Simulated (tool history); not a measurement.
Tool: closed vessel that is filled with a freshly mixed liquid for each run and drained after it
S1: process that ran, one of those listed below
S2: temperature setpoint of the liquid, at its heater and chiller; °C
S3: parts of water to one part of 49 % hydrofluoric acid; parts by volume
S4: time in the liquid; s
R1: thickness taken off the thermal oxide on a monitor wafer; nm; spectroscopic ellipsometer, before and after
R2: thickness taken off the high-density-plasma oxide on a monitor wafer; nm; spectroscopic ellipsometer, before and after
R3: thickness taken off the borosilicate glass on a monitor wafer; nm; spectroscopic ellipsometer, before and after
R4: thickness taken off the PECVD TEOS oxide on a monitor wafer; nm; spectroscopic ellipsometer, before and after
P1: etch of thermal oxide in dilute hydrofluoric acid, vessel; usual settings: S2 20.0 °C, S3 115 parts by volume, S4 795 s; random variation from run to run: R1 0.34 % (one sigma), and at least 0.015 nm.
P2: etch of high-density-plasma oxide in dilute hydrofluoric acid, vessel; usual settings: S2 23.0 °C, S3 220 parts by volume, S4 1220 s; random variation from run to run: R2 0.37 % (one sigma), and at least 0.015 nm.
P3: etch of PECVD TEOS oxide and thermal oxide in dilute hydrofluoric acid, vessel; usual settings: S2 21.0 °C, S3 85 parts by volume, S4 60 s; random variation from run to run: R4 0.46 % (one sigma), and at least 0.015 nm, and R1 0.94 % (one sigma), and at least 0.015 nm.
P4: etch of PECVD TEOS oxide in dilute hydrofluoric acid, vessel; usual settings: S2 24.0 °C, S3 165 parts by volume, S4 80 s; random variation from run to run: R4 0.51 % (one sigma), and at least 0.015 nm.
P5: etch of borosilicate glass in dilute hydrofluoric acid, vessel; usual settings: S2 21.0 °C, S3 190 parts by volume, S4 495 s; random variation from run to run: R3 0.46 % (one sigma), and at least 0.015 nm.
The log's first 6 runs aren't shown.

run   hour  S1    S2   S3    S4       R1        R2      R3       R4
  7   86.9  P1  25.5  115   795  34.8710
  8   99.1  P3  21.0   85    60   2.8709                     5.4670
  9  110.8  P4  24.0  165   135                             13.3180
 10  120.4  P3  21.0  135    60   1.7207                     3.2272
 11  136.0  P1  20.0  115  1395  49.9170
 12  144.0  P3  25.5   85    60   3.3882                     6.5438
 13  158.9  P1  20.0  200   795  14.9630
 14  166.3  P3  21.0   85    60   2.8941                     5.4365
 15  175.6  P1  20.0  115   795  28.1640
 16  187.9  P4  24.0  165    80                              7.8497
 17  200.0  P5  27.5  190   495                     64.194
 18  210.8  P1  20.0  115   795  28.1850
 19  224.0  P4  24.0  235    80                              5.1078
 20  237.9  P2  23.0   50  1220           190.4700
 21  248.6  P1  20.0   40   795  88.8690
 22  264.7  P1  17.0   50   795  61.3310
 23  273.9  P4  18.0  165    80                              6.1950

Run 24 comes next. What will it give?
 24  289.5  P1  20.0  115  795   ?

{"run 24": {"R1": 28.19}}
